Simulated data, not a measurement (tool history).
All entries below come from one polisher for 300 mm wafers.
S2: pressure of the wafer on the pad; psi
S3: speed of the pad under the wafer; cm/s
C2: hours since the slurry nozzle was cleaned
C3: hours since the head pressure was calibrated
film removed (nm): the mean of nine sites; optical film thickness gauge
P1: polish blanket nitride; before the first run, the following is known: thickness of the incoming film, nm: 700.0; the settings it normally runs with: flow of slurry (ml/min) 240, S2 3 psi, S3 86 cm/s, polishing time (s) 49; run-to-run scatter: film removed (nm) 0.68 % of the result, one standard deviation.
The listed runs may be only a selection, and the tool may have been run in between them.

run 1 hour=12.8 | flow_of_slurry_(ml/min)=240 S2=3 S3=86 polishing_time_(s)=49 | wafers_polished_on_this_pad=472 C2=231 C3=211.5 | film_removed_(nm)=66.769
run 2 hour=23.4 | flow_of_slurry_(ml/min)=240 S2=1.7 S3=86 polishing_time_(s)=49 | wafers_polished_on_this_pad=591 C2=241.6 C3=222.1 | film_removed_(nm)=38.958
run 3 hour=36.3 | flow_of_slurry_(ml/min)=240 S2=3 S3=86 polishing_time_(s)=49 | wafers_polished_on_this_pad=737 C2=254.5 C3=235 | film_removed_(nm)=68.091
run 4 hour=49.8 | flow_of_slurry_(ml/min)=315 S2=3 S3=54 polishing_time_(s)=49 | wafers_polished_on_this_pad=889 C2=268 C3=248.5 | film_removed_(nm)=47.926
run 5 hour=55.8 | flow_of_slurry_(ml/min)=240 S2=3 S3=40 polishing_time_(s)=49 | wafers_polished_on_this_pad=956 C2=274 C3=254.5 | film_removed_(nm)=36.94
-- hour=62.1 head pressure recalibrated
run 6 hour=63.3 | flow_of_slurry_(ml/min)=240 S2=3 S3=86 polishing_time_(s)=49 | wafers_polished_on_this_pad=1041 C2=281.5 C3=1.2 | film_removed_(nm)=67.396
run 7 hour=73.4 | flow_of_slurry_(ml/min)=325 S2=1.5 S3=86 polishing_time_(s)=49 | wafers_polished_on_this_pad=1154 C2=291.6 C3=11.3 | film_removed_(nm)=34.617
run 8 hour=83.3 | flow_of_slurry_(ml/min)=340 S2=3 S3=86 polishing_time_(s)=49 | wafers_polished_on_this_pad=1266 C2=301.5 C3=21.2 | film_removed_(nm)=70.435
run 9 hour=90.8 | flow_of_slurry_(ml/min)=240 S2=3 S3=124 polishing_time_(s)=49 | wafers_polished_on_this_pad=1350 C2=309 C3=28.7 | film_removed_(nm)=92.26
run 10 hour=98 | flow_of_slurry_(ml/min)=240 S2=4.2 S3=86 polishing_time_(s)=49 | wafers_polished_on_this_pad=1432 C2=316.2 C3=35.9 | film_removed_(nm)=95.408
run 11 hour=107.2 | flow_of_slurry_(ml/min)=240 S2=3 S3=86 polishing_time_(s)=29 | wafers_polished_on_this_pad=1535 C2=325.4 C3=45.1 | film_removed_(nm)=39.96
run 12 hour=117.1 | flow_of_slurry_(ml/min)=145 S2=3 S3=86 polishing_time_(s)=49 | wafers_polished_on_this_pad=1647 C2=335.3 C3=55 | film_removed_(nm)=63.021
run 13 hour=131.1 | flow_of_slurry_(ml/min)=240 S2=3 S3=86 polishing_time_(s)=69 | wafers_polished_on_this_pad=1804 C2=349.3 C3=69 | film_removed_(nm)=95.801
run 14 hour=139.3 | flow_of_slurry_(ml/min)=240 S2=2.2 S3=110 polishing_time_(s)=49 | wafers_polished_on_this_pad=1897 C2=357.5 C3=77.2 | film_removed_(nm)=60.325
run 15 hour=150.3 | flow_of_slurry_(ml/min)=240 S2=3 S3=86 polishing_time_(s)=49 | wafers_polished_on_this_pad=2021 C2=368.5 C3=88.2 | film_removed_(nm)=68.247
run 16 hour=162.9 | flow_of_slurry_(ml/min)=240 S2=3 S3=86 polishing_time_(s)=49 | wafers_polished_on_this_pad=2163 C2=381.1 C3=100.8 | film_removed_(nm)=67.753
run 17 hour=170.2 | flow_of_slurry_(ml/min)=240 S2=3 S3=86 polishing_time_(s)=49 | wafers_polished_on_this_pad=2245 C2=388.4 C3=108.1 | film_removed_(nm)=66.929
run 18 hour=182.2 | flow_of_slurry_(ml/min)=240 S2=3 S3=86 polishing_time_(s)=49 | wafers_polished_on_this_pad=2380 C2=400.4 C3=120.1 | film_removed_(nm)=65.709
run 19 hour=193 | flow_of_slurry_(ml/min)=240 S2=3 S3=86 polishing_time_(s)=49 | wafers_polished_on_this_pad=2502 C2=411.2 C3=130.9 | film_removed_(nm)=64.132
run 20 hour=201.7 | flow_of_slurry_(ml/min)=240 S2=3 S3=86 polishing_time_(s)=49 | wafers_polished_on_this_pad=2600 C2=419.9 C3=139.6 | film_removed_(nm)=65.119
run 21 hour=214.9 | flow_of_slurry_(ml/min)=240 S2=3 S3=86 polishing_time_(s)=49 | wafers_polished_on_this_pad=2748 C2=433.1 C3=152.8 | film_removed_(nm)=64.663
-- hour=215.8 head pressure recalibrated
run 22 hour=223.9 | flow_of_slurry_(ml/min)=240 S2=3 S3=86 polishing_time_(s)=49 | wafers_polished_on_this_pad=2850 C2=442.1 C3=8.1 | film_removed_(nm)=63.566
run 23 hour=233 | flow_of_slurry_(ml/min)=240 S2=3 S3=86 polishing_time_(s)=49 | wafers_polished_on_this_pad=2952 C2=451.2 C3=17.2 | film_removed_(nm)=63.477
run 24 hour=241.7 | flow_of_slurry_(ml/min)=240 S2=3 S3=86 polishing_time_(s)=49 | wafers_polished_on_this_pad=3050 C2=459.9 C3=25.9 | film_removed_(nm)=63.844
run 25 hour=250.6 | flow_of_slurry_(ml/min)=240 S2=3 S3=86 polishing_time_(s)=49 | wafers_polished_on_this_pad=3150 C2=468.8 C3=34.8 | film_removed_(nm)=63.507
run 26 hour=259.7 | flow_of_slurry_(ml/min)=240 S2=3 S3=86 polishing_time_(s)=49 | wafers_polished_on_this_pad=3253 C2=477.9 C3=43.9 | film_removed_(nm)=63.936

What P1 gives has crept off from where it sat before. The 2 causes that follow fit the log equally well, each at the size noted:
A: removal rate lost through wear of the pad, % = 5.8
B: slurry flow missing at the pad, % = 35.3
The gradual shift began around hour 162.9.
Other possible causes, and why each is ruled out:
head's pressure below its setpoint, %: work on it at hour 215.8, done after the drift set in, did not restore what the process gave before

Each of the check runs listed below is run on 2 wafers and reports their average, with the results left as question marks. Pick the one under which the possible causes would lead to clearly different results.
run check 1 hour=268.8 | flow_of_slurry_(ml/min)=240 S2=2.2 S3=86 polishing_time_(s)=63 | film_removed_(nm)=?
run check 2 hour=268.8 | flow_of_slurry_(ml/min)=240 S2=3 S3=122 polishing_time_(s)=65 | film_removed_(nm)=?
run check 3 hour=268.8 | flow_of_slurry_(ml/min)=240 S2=3 S3=110 polishing_time_(s)=49 | film_removed_(nm)=?
run check 4 hour=268.8 | flow_of_slurry_(ml/min)=145 S2=3 S3=106 polishing_time_(s)=49 | film_removed_(nm)=?

What each check would give under each cause:
check=check_1 result=film_removed_(nm) if_A=60.173 if_B=60.175
check=check_2 result=film_removed_(nm) if_A=111.99 if_B=111.99
check=check_3 result=film_removed_(nm) if_A=77.709 if_B=77.712
check=check_4 result=film_removed_(nm) if_A=70.233 if_B=67.804
Separation of the two closest causes in each check, using whichever result separates them best: check 1 0 %; check 2 0 %; check 3 0 %; check 4 3.52 %
Only check 4 tells the causes apart: in the others they would give nearly the same result.

Running check 4 produced the following: film removed (nm) 67.726. Which one of the listed causes fits?

The cause is B: slurry flow missing at the pad, %.
